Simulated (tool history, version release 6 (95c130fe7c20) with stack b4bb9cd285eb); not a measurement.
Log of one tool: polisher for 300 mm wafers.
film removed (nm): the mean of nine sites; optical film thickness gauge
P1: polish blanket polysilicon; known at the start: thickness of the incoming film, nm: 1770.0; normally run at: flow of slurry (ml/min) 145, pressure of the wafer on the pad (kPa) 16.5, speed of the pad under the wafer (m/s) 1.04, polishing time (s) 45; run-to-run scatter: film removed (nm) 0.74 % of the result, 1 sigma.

run,day,flow of slurry (ml/min),pressure of the wafer on the pad (kPa),speed of the pad under the wafer (m/s),polishing time (s),wafers polished on this pad,hours since the slurry nozzle was cleaned,hours since the head pressure was calibrated,film removed (nm)
1,0.375,145,16.5,1.04,45,252,101.2,230.4,382.93
2,0.633,195,16.5,1.04,45,302,107.4,236.6,395.44
3,0.942,85,16.5,1.04,45,362,114.8,244,334.5
4,1.462,145,16.5,1.04,45,463,127.3,256.5,380.41
5,1.7,145,22.8,1.04,45,510,133,262.2,519.92
6,2.071,145,16.5,1.04,45,582,141.9,271.1,374.88
7,2.462,145,16.5,1.04,45,658,151.3,280.5,375.48
8,2.867,145,16.5,1.04,45,736,161,290.2,382.95
9,3.392,145,16.5,1.04,45,838,173.6,302.8,380.07
10,3.796,145,16.5,1.34,45,916,183.3,312.5,491.61
11,4.15,145,16.5,1.04,29,985,191.8,321,245.64
12,4.658,200,16.5,1.34,45,1084,204,333.2,516.44
13,4.917,145,16.5,1.04,71,1134,210.2,339.4,593.72
14,5.333,145,16.5,0.68,45,1215,220.2,349.4,248.62
15,5.575,100,22.8,1.04,45,1262,226,355.2,484.6
16,6.1,145,16.5,1.04,45,1364,238.6,367.8,380.34
17,6.554,145,16.5,1.34,23,1452,249.5,378.7,250.64
18,6.838,145,9,1.04,45,1507,256.3,385.5,204.36
19,7.371,145,16.5,1.04,45,1610,269.1,398.3,380.88
20,7.625,145,16.5,1.04,45,1660,275.2,404.4,371.28
21,7.958,145,16.5,1.04,45,1724,283.2,412.4,370.31
22,8.325,145,16.5,1.04,45,1795,292,421.2,362.67
23,8.817,145,16.5,1.04,45,1891,303.8,433,358.07
24,9.217,145,16.5,1.04,45,1969,313.4,442.6,356.84
25,9.517,145,16.5,1.04,45,2027,320.6,449.8,347.42
# day 9.704: worn pad replaced by a new one
26,10.017,145,16.5,1.04,45,60,332.6,461.8,346.04
27,10.279,145,16.5,1.04,45,111,338.9,468.1,345.56
28,10.675,145,16.5,1.04,45,188,348.4,477.6,354.35
29,11.129,145,16.5,1.04,45,276,359.3,488.5,344.13
30,11.633,145,16.5,1.04,45,374,371.4,500.6,350.3

What P1 gives has crept away from where it was. These 2 causes fit the log equally well, each at the size given:
A: slurry flow missing at the pad, % = 33.2
B: head's pressure below its setpoint, % = 8.3
The creep began at about day 7.371.
Why every other cause is out:
removal rate lost through wear of the pad, %: serviced at day 9.704, which brought nothing back

4 check runs are offered, each on 2 wafers whose results are averaged, their results left as question marks. Which one tells the causes apart?
check 1,12.138,90,20,1.04,45,,,,?
check 2,12.138,145,22.1,1.04,59,,,,?
check 3,12.138,145,16.5,1.04,69,,,,?
check 4,12.138,145,11,1.04,45,,,,?

What each check would give under each cause:
check,result,if A,if B
check 1,film removed (nm),361.11,377.49
check 2,film removed (nm),607.22,607.15
check 3,film removed (nm),532.61,532.54
check 4,film removed (nm),231.57,231.54
How far apart the two closest causes lie, in the result that separates them most: check 1 4.44 %; check 2 0.01 %; check 3 0.01 %; check 4 0.01 %
Check 1 tells the causes apart: in the others they would give nearly the same result.

Check 1 was then run and gave: film removed (nm) 380.47. Which cause is it?

It is B: head's pressure below its setpoint, %.
